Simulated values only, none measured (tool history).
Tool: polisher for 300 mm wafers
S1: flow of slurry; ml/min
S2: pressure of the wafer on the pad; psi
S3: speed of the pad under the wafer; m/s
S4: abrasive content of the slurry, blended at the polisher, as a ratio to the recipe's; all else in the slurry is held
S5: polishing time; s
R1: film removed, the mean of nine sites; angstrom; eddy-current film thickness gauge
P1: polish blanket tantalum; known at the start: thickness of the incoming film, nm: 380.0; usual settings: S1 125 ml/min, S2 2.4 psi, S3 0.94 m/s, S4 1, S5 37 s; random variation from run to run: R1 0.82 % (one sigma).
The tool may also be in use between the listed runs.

run,hour,S1,S2,S3,S4,S5,R1
1,15.4,125,2.4,0.94,1,37,646.94
2,26,125,1.4,0.94,1,37,370.73
3,38.5,125,2.4,0.42,1,37,288.08
4,52.8,125,2.4,0.94,1,37,643.79
5,61.4,125,2.4,0.94,1,37,641.46
6,71,125,1.4,0.94,1.45,37,415.63
7,82.1,75,2.4,0.94,1,37,560.48
8,96.5,170,2.4,0.94,1,37,678.16
9,103.6,125,2.4,0.94,1,37,650.44
10,112.6,125,2.4,0.94,1,23,396.97
11,122.1,75,2.4,0.94,1,55,843.43
12,136.7,125,2.4,1.3,1,37,894.37
13,145.9,125,2.4,0.94,0.55,37,524.6
14,155.2,125,2.4,0.94,1,37,649.05
15,169.7,125,3.1,0.94,1,20,457.12
16,177.1,125,3.7,0.94,1,37,988.14
17,185.9,125,2.4,0.94,1.25,37,684.74
18,198.7,125,2.4,0.94,1,56,967.89
19,207,125,2.4,0.94,1,37,643.35
20,217.9,125,2.4,0.94,1,37,626.35

The next listed run, before its measurement:
21,230.3,125,2.4,0.94,1,37,?

{"run 21": {"R1": 616.7}}
